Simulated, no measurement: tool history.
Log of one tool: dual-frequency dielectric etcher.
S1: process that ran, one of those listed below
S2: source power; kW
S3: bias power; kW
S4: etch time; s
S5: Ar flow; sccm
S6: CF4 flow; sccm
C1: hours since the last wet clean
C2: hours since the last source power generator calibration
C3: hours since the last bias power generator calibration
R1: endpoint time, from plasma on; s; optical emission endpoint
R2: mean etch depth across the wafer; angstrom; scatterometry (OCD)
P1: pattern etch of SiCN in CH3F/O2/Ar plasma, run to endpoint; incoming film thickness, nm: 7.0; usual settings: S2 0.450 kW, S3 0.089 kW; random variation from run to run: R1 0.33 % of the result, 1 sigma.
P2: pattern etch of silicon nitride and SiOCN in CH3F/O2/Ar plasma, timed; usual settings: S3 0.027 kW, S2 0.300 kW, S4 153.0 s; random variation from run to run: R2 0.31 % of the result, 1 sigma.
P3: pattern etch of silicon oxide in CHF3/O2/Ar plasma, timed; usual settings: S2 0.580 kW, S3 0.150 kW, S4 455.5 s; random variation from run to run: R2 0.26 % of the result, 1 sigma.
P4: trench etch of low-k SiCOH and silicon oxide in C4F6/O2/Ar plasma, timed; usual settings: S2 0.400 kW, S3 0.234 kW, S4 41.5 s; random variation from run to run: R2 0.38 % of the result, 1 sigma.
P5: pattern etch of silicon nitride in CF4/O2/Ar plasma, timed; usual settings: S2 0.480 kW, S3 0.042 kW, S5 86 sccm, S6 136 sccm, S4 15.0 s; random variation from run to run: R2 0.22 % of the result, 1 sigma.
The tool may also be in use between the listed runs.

run	hour	S1	S2	S3	S4	S5	S6	C1	C2	C3	R1	R2
1	15.1	P1	0.450	0.089				352.4	1152.1	1177.9	16.416	
2	25.4	P2	0.430	0.027	153.0			362.7	1162.4	1188.2		229.35
3	33.8	P1	0.450	0.072				371.1	1170.8	1196.6	17.663	
4	50.2	P5	0.630	0.042	15.0	86	136	387.5	1187.2	1213.0		342.70
5	66.1	P1	0.590	0.115				403.4	1203.1	1228.9	13.498	
6	79.9	P4	0.400	0.234	25.5			417.2	1216.9	1242.7		891.68
7	95.7	P4	0.400	0.285	41.5			433.0	1232.7	1258.5		1540.50
8	110.8	P3	0.580	0.150	455.5			448.1	1247.8	1273.6		8446.70
9	128.1	P3	0.580	0.150	455.5			465.4	1265.1	1290.9		8417.00
10	144.4	P3	0.780	0.150	455.5			481.7	1281.4	1307.2		9450.70
11	156.8	P5	0.480	0.042	11.0	86	136	494.1	1293.8	1319.6		197.84
12	167.0	P4	0.400	0.234	41.5			504.3	1304.0	1329.8		1443.30
13	179.7	P1	0.450	0.089				517.0	1316.7	1342.5	16.432	
14	196.9	P2	0.300	0.027	153.0			534.2	1333.9	1359.7		202.80
15	211.2	P4	0.400	0.234	41.5			548.5	1348.2	1374.0		1433.40
16	220.6	P1	0.570	0.089				557.9	1357.6	1383.4	14.923	
17	235.3	P1	0.570	0.105				572.6	1372.3	1398.1	14.091	
18	243.3	P3	0.580	0.117	455.5			580.6	1380.3	1406.1		7770.20
19	254.2	P1	0.450	0.089				591.5	1391.2	1417.0	16.461	
20	262.5	P1	0.450	0.089				599.8	1399.5	1425.3	16.303	
# hour 265.2: wet clean of the chamber
21	277.1	P1	0.610	0.063				12.0	1414.1	1439.9	16.535	
22	289.8	P2	0.300	0.027	219.0			24.7	1426.8	1452.6		290.76
23	299.1	P2	0.300	0.027	153.0			34.0	1436.1	1461.9		204.58
24	313.6	P1	0.450	0.115				48.5	1450.6	1476.4	14.928	
25	328.8	P1	0.450	0.089				63.7	1465.8	1491.6	16.425	
26	337.2	P5	0.480	0.042	15.0	86	136	72.1	1474.2	1500.0		270.53
27	349.1	P4	0.570	0.234	41.5			84.0	1486.1	1511.9		1657.00
28	360.3	P3	0.580	0.150	684.0			95.2	1497.3	1523.1		12610.00
29	370.7	P5	0.480	0.042	15.0	119	136	105.6	1507.7	1533.5		259.60
30	385.4	P5	0.480	0.050	15.0	86	136	120.3	1522.4	1548.2		287.46

Run 31 comes next. What will it give?
31	402.6	P5	0.480	0.042	15.0	86	105	137.5	1539.6	1565.4		?

Run 31 gave R2 261.76 angstrom.
